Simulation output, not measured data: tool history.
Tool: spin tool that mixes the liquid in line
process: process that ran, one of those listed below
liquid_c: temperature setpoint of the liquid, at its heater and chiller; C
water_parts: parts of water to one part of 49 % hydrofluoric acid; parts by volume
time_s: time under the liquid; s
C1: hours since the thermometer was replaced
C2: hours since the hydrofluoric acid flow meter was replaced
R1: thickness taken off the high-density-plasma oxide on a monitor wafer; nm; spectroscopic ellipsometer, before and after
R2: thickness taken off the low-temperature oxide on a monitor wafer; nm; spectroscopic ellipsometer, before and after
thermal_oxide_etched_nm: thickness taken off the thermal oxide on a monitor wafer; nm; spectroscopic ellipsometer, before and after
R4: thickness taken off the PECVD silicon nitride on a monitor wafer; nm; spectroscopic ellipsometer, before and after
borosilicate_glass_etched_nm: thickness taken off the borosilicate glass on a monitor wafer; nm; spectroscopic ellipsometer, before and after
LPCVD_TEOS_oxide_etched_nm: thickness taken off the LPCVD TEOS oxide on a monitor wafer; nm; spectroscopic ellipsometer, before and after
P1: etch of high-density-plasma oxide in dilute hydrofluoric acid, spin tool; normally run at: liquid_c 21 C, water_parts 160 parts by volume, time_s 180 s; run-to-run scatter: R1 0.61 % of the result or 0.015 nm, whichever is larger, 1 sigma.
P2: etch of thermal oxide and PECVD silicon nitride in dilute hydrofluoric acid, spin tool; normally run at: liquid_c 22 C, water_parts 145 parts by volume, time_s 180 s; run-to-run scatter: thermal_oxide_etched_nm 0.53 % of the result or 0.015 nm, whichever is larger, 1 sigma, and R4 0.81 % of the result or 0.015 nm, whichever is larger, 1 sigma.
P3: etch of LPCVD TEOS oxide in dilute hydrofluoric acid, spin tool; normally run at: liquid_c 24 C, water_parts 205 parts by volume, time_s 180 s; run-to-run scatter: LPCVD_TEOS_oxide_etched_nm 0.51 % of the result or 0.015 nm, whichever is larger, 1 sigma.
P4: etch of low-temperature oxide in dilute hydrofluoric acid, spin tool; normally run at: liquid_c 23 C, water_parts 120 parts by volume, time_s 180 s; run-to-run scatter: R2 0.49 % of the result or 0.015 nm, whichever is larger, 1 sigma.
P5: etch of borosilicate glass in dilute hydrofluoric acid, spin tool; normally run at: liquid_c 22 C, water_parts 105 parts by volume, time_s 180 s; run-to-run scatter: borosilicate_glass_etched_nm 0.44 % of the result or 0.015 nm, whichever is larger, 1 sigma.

Run 1, hour 9.3: process P1, liquid_c 21 C, water_parts 160 parts by volume, time_s 180 s; C1 306.9; C2 129.6. Result: R1 4.7806 nm.
Run 2, hour 22.9: process P1, liquid_c 21 C, water_parts 295 parts by volume, time_s 180 s; C1 320.5; C2 143.2. Result: R1 2.2696 nm.
Run 3, hour 30.8: process P1, liquid_c 21 C, water_parts 160 parts by volume, time_s 180 s; C1 328.4; C2 151.1. Result: R1 4.8295 nm.
Run 4, hour 44.9: process P4, liquid_c 23 C, water_parts 120 parts by volume, time_s 15 s; C1 342.5; C2 165.2. Result: R2 1.2511 nm.
Run 5, hour 56.5: process P1, liquid_c 21 C, water_parts 160 parts by volume, time_s 365 s; C1 354.1; C2 176.8. Result: R1 9.6304 nm.
Run 6, hour 66.4: process P1, liquid_c 21 C, water_parts 160 parts by volume, time_s 15 s; C1 364; C2 186.7. Result: R1 0.39025 nm.
Run 7, hour 80.9: process P2, liquid_c 22 C, water_parts 145 parts by volume, time_s 180 s; C1 378.5; C2 201.2. Result: thermal_oxide_etched_nm 4.9328 nm, R4 3.3476 nm.
Run 8, hour 90.8: process P4, liquid_c 17 C, water_parts 120 parts by volume, time_s 180 s; C1 388.4; C2 211.1. Result: R2 11.69 nm.
Run 9, hour 102.2: process P5, liquid_c 22 C, water_parts 105 parts by volume, time_s 180 s; C1 399.8; C2 222.5. Result: borosilicate_glass_etched_nm 32.955 nm.
Run 10, hour 113.9: process P5, liquid_c 22 C, water_parts 30 parts by volume, time_s 180 s; C1 411.5; C2 234.2. Result: borosilicate_glass_etched_nm 127.88 nm.
Run 11, hour 123.7: process P4, liquid_c 23 C, water_parts 175 parts by volume, time_s 180 s; C1 421.3; C2 244. Result: R2 9.7247 nm.
Run 12, hour 134.6: process P2, liquid_c 22 C, water_parts 145 parts by volume, time_s 50 s; C1 432.2; C2 254.9. Result: thermal_oxide_etched_nm 1.3551 nm, R4 0.93286 nm.
Run 13, hour 144.3: process P2, liquid_c 22 C, water_parts 145 parts by volume, time_s 180 s; C1 441.9; C2 264.6. Result: thermal_oxide_etched_nm 4.9358 nm, R4 3.3347 nm.
Run 14, hour 151: process P3, liquid_c 24 C, water_parts 205 parts by volume, time_s 180 s; C1 448.6; C2 271.3. Result: LPCVD_TEOS_oxide_etched_nm 22.538 nm.
Run 15, hour 161: process P4, liquid_c 23 C, water_parts 120 parts by volume, time_s 180 s; C1 458.6; C2 281.3. Result: R2 14.985 nm.
Run 16, hour 175.1: process P1, liquid_c 21 C, water_parts 25 parts by volume, time_s 180 s; C1 472.7; C2 295.4. Result: R1 35.475 nm.
Run 17, hour 189.5: process P3, liquid_c 24 C, water_parts 90 parts by volume, time_s 180 s; C1 487.1; C2 309.8. Result: LPCVD_TEOS_oxide_etched_nm 57.699 nm.
Run 18, hour 196.3: process P3, liquid_c 24 C, water_parts 205 parts by volume, time_s 55 s; C1 493.9; C2 316.6. Result: LPCVD_TEOS_oxide_etched_nm 6.8747 nm.
Run 19, hour 205: process P5, liquid_c 22 C, water_parts 105 parts by volume, time_s 280 s; C1 502.6; C2 325.3. Result: borosilicate_glass_etched_nm 51.288 nm.
Run 20, hour 212.9: process P3, liquid_c 17 C, water_parts 205 parts by volume, time_s 180 s; C1 510.5; C2 333.2. Result: LPCVD_TEOS_oxide_etched_nm 17.149 nm.
Run 21, hour 226.1: process P1, liquid_c 26 C, water_parts 160 parts by volume, time_s 260 s; C1 523.7; C2 346.4. Result: R1 8.3292 nm.
Run 22, hour 234: process P1, liquid_c 17 C, water_parts 285 parts by volume, time_s 180 s; C1 531.6; C2 354.3. Result: R1 2.0453 nm.
Run 23, hour 245.5: process P1, liquid_c 25.5 C, water_parts 160 parts by volume, time_s 180 s; C1 543.1; C2 365.8. Result: R1 5.7154 nm.
Run 24, hour 253.5: process P1, liquid_c 21 C, water_parts 160 parts by volume, time_s 180 s; C1 551.1; C2 373.8. Result: R1 4.7642 nm.
Run 25, hour 261.6: process P1, liquid_c 17 C, water_parts 285 parts by volume, time_s 180 s; C1 559.2; C2 381.9. Result: R1 2.0394 nm.
Run 26, hour 269.4: process P5, liquid_c 28.5 C, water_parts 105 parts by volume, time_s 180 s; C1 567; C2 389.7. Result: borosilicate_glass_etched_nm 43.156 nm.
Run 27, hour 281.7: process P5, liquid_c 22 C, water_parts 105 parts by volume, time_s 180 s; C1 579.3; C2 402. Result: borosilicate_glass_etched_nm 33.387 nm.
Run 28, hour 288.6: process P1, liquid_c 17 C, water_parts 160 parts by volume, time_s 180 s; C1 586.2; C2 408.9. Result: R1 4.0574 nm.
Run 29, hour 303.1: process P2, liquid_c 22 C, water_parts 205 parts by volume, time_s 180 s; C1 600.7; C2 423.4. Result: thermal_oxide_etched_nm 3.2504 nm, R4 2.3835 nm.
Run 30, hour 315.9: process P3, liquid_c 24 C, water_parts 205 parts by volume, time_s 180 s; C1 613.5; C2 436.2. Result: LPCVD_TEOS_oxide_etched_nm 22.398 nm.
Run 31, hour 328.1: process P1, liquid_c 21 C, water_parts 160 parts by volume, time_s 180 s; C1 625.7; C2 448.4. Result: R1 4.7723 nm.
Run 32, hour 341: process P2, liquid_c 28 C, water_parts 145 parts by volume, time_s 180 s; C1 638.6; C2 461.3. Result: thermal_oxide_etched_nm 6.2897 nm, R4 4.9087 nm.
Run 33, hour 347.9: process P1, liquid_c 21 C, water_parts 160 parts by volume, time_s 180 s; C1 645.5; C2 468.2. Result: R1 4.7724 nm.
Run 34, hour 358.3: process P1, liquid_c 21 C, water_parts 160 parts by volume, time_s 180 s; C1 655.9; C2 478.6. Result: R1 4.9192 nm.
Run 35, hour 365.5: process P1, liquid_c 21 C, water_parts 160 parts by volume, time_s 180 s; C1 663.1; C2 485.8. Result: R1 4.8453 nm.
Run 36, hour 376.8: process P1, liquid_c 21 C, water_parts 160 parts by volume, time_s 180 s; C1 674.4; C2 497.1. Result: R1 5.008 nm.
Run 37, hour 384.8: process P1, liquid_c 21 C, water_parts 160 parts by volume, time_s 180 s; C1 682.4; C2 505.1. Result: R1 4.9609 nm.
Run 38, hour 396.9: process P1, liquid_c 21 C, water_parts 160 parts by volume, time_s 180 s; C1 694.5; C2 517.2. Result: R1 5.0729 nm.
Run 39, hour 403.5: process P1, liquid_c 21 C, water_parts 160 parts by volume, time_s 180 s; C1 701.1; C2 523.8. Result: R1 5.0843 nm.
Run 40, hour 412.6: process P1, liquid_c 21 C, water_parts 160 parts by volume, time_s 180 s; C1 710.2; C2 532.9. Result: R1 5.0317 nm.
Run 41, hour 420.2: process P1, liquid_c 21 C, water_parts 160 parts by volume, time_s 180 s; C1 717.8; C2 540.5. Result: R1 5.0309 nm.
Run 42, hour 426.7: process P1, liquid_c 21 C, water_parts 160 parts by volume, time_s 180 s; C1 724.3; C2 547. Result: R1 5.0635 nm.

What P1 gives has crept away from where it was. These 2 causes fit the log equally well, each at the size given:
A: liquid hotter than its thermometer reads (K) = 1.46
B: hydrofluoric acid flow above the setpoint (%) = 4.98
The creep began at about hour 347.9.

4 check runs are offered, each on 3 wafers whose results are averaged, their results left as question marks. Which one tells the causes apart?
Run check 1, hour 433.2: process P4, liquid_c 23 C, water_parts 170 parts by volume, time_s 180 s. Result: R2 ?.
Run check 2, hour 433.2: process P3, liquid_c 20 C, water_parts 205 parts by volume, time_s 180 s. Result: LPCVD_TEOS_oxide_etched_nm ?.
Run check 3, hour 433.2: process P5, liquid_c 28.5 C, water_parts 55 parts by volume, time_s 180 s. Result: borosilicate_glass_etched_nm ?.
Run check 4, hour 433.2: process P2, liquid_c 22 C, water_parts 145 parts by volume, time_s 120 s. Result: thermal_oxide_etched_nm ?, R4 ?.

What each check would give under each cause:
  check                        result    if A    if B
check 1                            R2  10.523  10.546
check 2    LPCVD_TEOS_oxide_etched_nm  20.332   20.38
check 3  borosilicate_glass_etched_nm  92.691  92.237
check 4       thermal_oxide_etched_nm  3.4983  3.4964
check 4                            R4  2.4635  2.3487
How far apart the two closest causes lie, in the result that separates them most: check 1 0.22 %; check 2 0.23 %; check 3 0.49 %; check 4 4.77 %
Only check 4 tells the causes apart: in the others they would give nearly the same result.

Then check 4 was run and gave: thermal_oxide_etched_nm 3.5045 nm; R4 2.4579 nm. Which cause is it?

It is A: liquid hotter than its thermometer reads (K).
